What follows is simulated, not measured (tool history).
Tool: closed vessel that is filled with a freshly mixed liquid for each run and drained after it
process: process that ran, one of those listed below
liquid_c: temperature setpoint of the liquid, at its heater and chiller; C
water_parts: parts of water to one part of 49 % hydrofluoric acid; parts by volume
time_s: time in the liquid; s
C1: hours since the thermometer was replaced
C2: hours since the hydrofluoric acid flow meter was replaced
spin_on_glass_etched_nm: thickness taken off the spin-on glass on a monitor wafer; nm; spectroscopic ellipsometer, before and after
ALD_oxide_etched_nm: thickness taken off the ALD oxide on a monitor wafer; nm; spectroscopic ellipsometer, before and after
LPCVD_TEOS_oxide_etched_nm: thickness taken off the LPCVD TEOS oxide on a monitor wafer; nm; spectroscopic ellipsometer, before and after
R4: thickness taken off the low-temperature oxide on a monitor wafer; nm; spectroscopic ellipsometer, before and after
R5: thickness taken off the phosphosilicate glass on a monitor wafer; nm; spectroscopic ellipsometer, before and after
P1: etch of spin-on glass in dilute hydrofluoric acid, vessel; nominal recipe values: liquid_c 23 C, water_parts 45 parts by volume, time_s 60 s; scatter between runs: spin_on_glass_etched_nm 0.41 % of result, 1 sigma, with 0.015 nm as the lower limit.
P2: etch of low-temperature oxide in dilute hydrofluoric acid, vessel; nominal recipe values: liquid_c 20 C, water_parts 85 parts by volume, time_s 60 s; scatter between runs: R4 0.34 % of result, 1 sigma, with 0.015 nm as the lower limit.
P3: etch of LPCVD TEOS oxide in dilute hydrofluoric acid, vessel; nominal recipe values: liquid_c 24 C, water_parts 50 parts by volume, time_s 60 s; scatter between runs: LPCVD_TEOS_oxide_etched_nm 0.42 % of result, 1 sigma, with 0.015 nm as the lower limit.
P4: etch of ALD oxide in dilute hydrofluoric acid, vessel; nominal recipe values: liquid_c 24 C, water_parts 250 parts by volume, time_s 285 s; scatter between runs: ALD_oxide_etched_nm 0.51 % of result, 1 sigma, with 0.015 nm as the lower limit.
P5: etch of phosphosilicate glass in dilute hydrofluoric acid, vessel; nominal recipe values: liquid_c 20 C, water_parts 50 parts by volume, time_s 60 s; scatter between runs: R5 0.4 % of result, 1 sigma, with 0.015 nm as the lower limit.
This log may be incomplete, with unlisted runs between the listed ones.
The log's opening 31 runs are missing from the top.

run 32 day=14.792 | process=P1 liquid_c=17.5 water_parts=60 time_s=60 | C1=1007.1 C2=652.9 | spin_on_glass_etched_nm=34.749
run 33 day=15.325 | process=P1 liquid_c=23 water_parts=45 time_s=60 | C1=1019.9 C2=665.7 | spin_on_glass_etched_nm=59.337
run 34 day=15.858 | process=P1 liquid_c=23 water_parts=45 time_s=60 | C1=1032.7 C2=678.5 | spin_on_glass_etched_nm=57.22
run 35 day=16.25 | process=P1 liquid_c=23 water_parts=45 time_s=60 | C1=1042.1 C2=687.9 | spin_on_glass_etched_nm=56.439
run 36 day=16.738 | process=P1 liquid_c=23 water_parts=45 time_s=60 | C1=1053.8 C2=699.6 | spin_on_glass_etched_nm=55.684
run 37 day=17.033 | process=P1 liquid_c=23 water_parts=45 time_s=60 | C1=1060.9 C2=706.7 | spin_on_glass_etched_nm=55.234
run 38 day=17.55 | process=P1 liquid_c=23 water_parts=45 time_s=60 | C1=1073.3 C2=719.1 | spin_on_glass_etched_nm=54.385
run 39 day=17.967 | process=P1 liquid_c=23 water_parts=45 time_s=60 | C1=1083.3 C2=729.1 | spin_on_glass_etched_nm=54.639
run 40 day=18.267 | process=P1 liquid_c=23 water_parts=45 time_s=60 | C1=1090.5 C2=736.3 | spin_on_glass_etched_nm=54.276
run 41 day=18.679 | process=P1 liquid_c=23 water_parts=45 time_s=60 | C1=1100.4 C2=746.2 | spin_on_glass_etched_nm=53.806

Run 42 is up next; what results do you expect?
run 42 day=19.192 | process=P1 liquid_c=23 water_parts=45 time_s=60 | C1=1112.7 C2=758.5 | spin_on_glass_etched_nm=?

Run 42 measured spin_on_glass_etched_nm 54.234 nm.
